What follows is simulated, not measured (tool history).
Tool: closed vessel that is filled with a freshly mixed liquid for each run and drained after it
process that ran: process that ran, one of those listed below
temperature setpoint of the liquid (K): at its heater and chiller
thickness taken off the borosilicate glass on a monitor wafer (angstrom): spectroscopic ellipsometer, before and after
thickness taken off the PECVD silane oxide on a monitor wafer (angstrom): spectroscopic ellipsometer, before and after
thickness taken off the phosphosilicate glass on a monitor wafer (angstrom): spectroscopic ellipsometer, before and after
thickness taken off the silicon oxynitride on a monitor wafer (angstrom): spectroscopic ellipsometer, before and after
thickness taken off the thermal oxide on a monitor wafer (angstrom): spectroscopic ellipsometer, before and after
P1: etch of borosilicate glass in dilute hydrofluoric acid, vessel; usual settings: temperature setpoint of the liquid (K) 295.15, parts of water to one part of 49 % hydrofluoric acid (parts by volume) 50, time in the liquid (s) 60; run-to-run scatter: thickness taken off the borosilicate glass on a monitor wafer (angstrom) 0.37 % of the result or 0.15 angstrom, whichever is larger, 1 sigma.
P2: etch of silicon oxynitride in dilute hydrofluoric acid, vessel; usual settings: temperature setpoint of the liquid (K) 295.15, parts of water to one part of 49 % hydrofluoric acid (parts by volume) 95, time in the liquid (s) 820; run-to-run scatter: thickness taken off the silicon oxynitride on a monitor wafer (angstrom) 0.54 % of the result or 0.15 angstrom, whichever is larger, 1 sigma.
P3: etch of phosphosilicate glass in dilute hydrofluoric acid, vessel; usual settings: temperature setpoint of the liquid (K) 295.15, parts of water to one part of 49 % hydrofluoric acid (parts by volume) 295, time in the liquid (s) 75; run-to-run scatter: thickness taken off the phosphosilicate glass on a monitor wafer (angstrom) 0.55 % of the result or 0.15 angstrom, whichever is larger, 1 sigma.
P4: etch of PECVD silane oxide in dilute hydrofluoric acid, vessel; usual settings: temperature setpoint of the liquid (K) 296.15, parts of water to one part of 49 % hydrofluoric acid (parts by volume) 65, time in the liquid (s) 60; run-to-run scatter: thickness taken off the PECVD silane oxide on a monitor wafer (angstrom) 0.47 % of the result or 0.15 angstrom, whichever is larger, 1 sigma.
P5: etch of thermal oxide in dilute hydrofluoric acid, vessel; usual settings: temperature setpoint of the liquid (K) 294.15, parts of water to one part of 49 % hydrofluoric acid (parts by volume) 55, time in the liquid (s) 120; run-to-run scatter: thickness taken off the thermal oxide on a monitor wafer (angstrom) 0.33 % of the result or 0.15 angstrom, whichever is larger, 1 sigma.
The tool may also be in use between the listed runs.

run,hour,process that ran,temperature setpoint of the liquid (K),parts of water to one part of 49 % hydrofluoric acid (parts by volume),time in the liquid (s),hours since the thermometer was replaced,hours since the hydrofluoric acid flow meter was replaced,thickness taken off the borosilicate glass on a monitor wafer (angstrom),thickness taken off the PECVD silane oxide on a monitor wafer (angstrom),thickness taken off the phosphosilicate glass on a monitor wafer (angstrom),thickness taken off the silicon oxynitride on a monitor wafer (angstrom),thickness taken off the thermal oxide on a monitor wafer (angstrom)
1,12,P1,295.15,50,60,154.5,105.5,412.78,,,,
2,19.4,P4,296.15,100,60,161.9,112.9,,284.26,,,
3,31.3,P1,295.15,50,60,173.8,124.8,412.74,,,,
4,42.7,P1,295.15,90,60,185.2,136.2,218.41,,,,
5,55.6,P1,295.15,50,60,198.1,149.1,412.86,,,,
6,66.9,P4,296.15,65,60,209.4,160.4,,455.36,,,
7,77.4,P1,291.65,50,85,219.9,170.9,507.17,,,,
8,88.3,P4,300.15,65,60,230.8,181.8,,532.95,,,
9,96,P3,295.15,295,30,238.5,189.5,,,45.566,,
# hour 105: thermometer replaced
10,108.4,P3,295.15,430,75,3.4,201.9,,,68.68,,
11,114.3,P1,295.15,50,60,9.3,207.8,414.59,,,,
12,123.4,P2,302.15,95,820,18.4,216.9,,,,329.9,
13,130.4,P2,295.15,95,820,25.4,223.9,,,,242.14,
14,136.3,P2,295.15,165,820,31.3,229.8,,,,130.82,
15,142.8,P1,290.15,50,60,37.8,236.3,331.11,,,,
16,151.5,P1,295.15,20,60,46.5,245,1073.1,,,,
17,163.3,P3,303.65,295,75,58.3,256.8,,,151.2,,
# hour 167.4: hydrofluoric acid flow meter replaced
18,175.5,P1,295.15,50,115,70.5,8.2,790.4,,,,
19,187,P1,295.15,50,60,82,19.7,413.13,,,,
20,195.3,P5,294.15,55,30,90.3,28,,,,,23.161
21,204.4,P2,295.15,95,40,99.4,37.1,,,,11.507,
22,214.8,P1,295.15,50,30,109.8,47.5,206.93,,,,
23,222.7,P2,295.15,95,820,117.7,55.4,,,,239.59,
24,228.9,P1,295.15,50,60,123.9,61.6,413.54,,,,
25,239.3,P5,294.15,55,120,134.3,72,,,,,92.775
26,245.6,P4,296.15,65,35,140.6,78.3,,267.7,,,
27,254.5,P5,290.15,55,120,149.5,87.2,,,,,77.921
28,265.2,P3,295.15,295,75,160.2,97.9,,,114.56,,
29,275.4,P1,301.15,50,60,170.4,108.1,525.69,,,,
30,281.4,P5,294.15,85,120,176.4,114.1,,,,,58.255
31,292.7,P1,295.15,50,60,187.7,125.4,409.93,,,,
32,300.2,P1,295.15,50,60,195.2,132.9,424.3,,,,
33,310.5,P1,295.15,50,60,205.5,143.2,433.69,,,,
34,319.1,P1,295.15,50,60,214.1,151.8,437.73,,,,
35,326.8,P1,295.15,50,60,221.8,159.5,441,,,,
36,337.5,P1,295.15,50,60,232.5,170.2,447.53,,,,
37,346,P1,295.15,50,60,241,178.7,447.41,,,,
38,357.2,P1,295.15,50,60,252.2,189.9,448.25,,,,
39,364.1,P1,295.15,50,60,259.1,196.8,449.32,,,,
40,375.9,P1,295.15,50,60,270.9,208.6,449.59,,,,
41,387.4,P1,295.15,50,60,282.4,220.1,454.15,,,,
42,396.9,P1,295.15,50,60,291.9,229.6,453.87,,,,

What P1 gives has crept away from where it was. These 2 causes fit the log equally well, each at the size given:
A: liquid hotter than its thermometer reads (K) = 2.16
B: hydrofluoric acid flow above the setpoint (%) = 8.8
The creep began at about hour 292.7.

4 check runs are offered, each on 3 wafers whose results are averaged, their results left as question marks. Which one tells the causes apart?
check 1,406.4,P2,295.15,155,95,,,,,,?,
check 2,406.4,P4,299.15,65,60,,,,?,,,
check 3,406.4,P5,290.15,55,30,,,,,,,?
check 4,406.4,P3,295.15,295,30,,,,,?,,

What each check would give under each cause:
check,result,if A,if B
check 1,thickness taken off the silicon oxynitride on a monitor wafer (angstrom),17.98,17.872
check 2,thickness taken off the PECVD silane oxide on a monitor wafer (angstrom),562.43,565.79
check 3,thickness taken off the thermal oxide on a monitor wafer (angstrom),21.539,21.464
check 4,thickness taken off the phosphosilicate glass on a monitor wafer (angstrom),48.988,50.521
How far apart the two closest causes lie, in the result that separates them most: check 1 0.6 %; check 2 0.59 %; check 3 0.35 %; check 4 3.08 %
Only check 4 tells the causes apart: in the others they would give nearly the same result.

Check 4 was then run and gave: thickness taken off the phosphosilicate glass on a monitor wafer (angstrom) 48.949. Which cause is it?

It is A: liquid hotter than its thermometer reads (K).
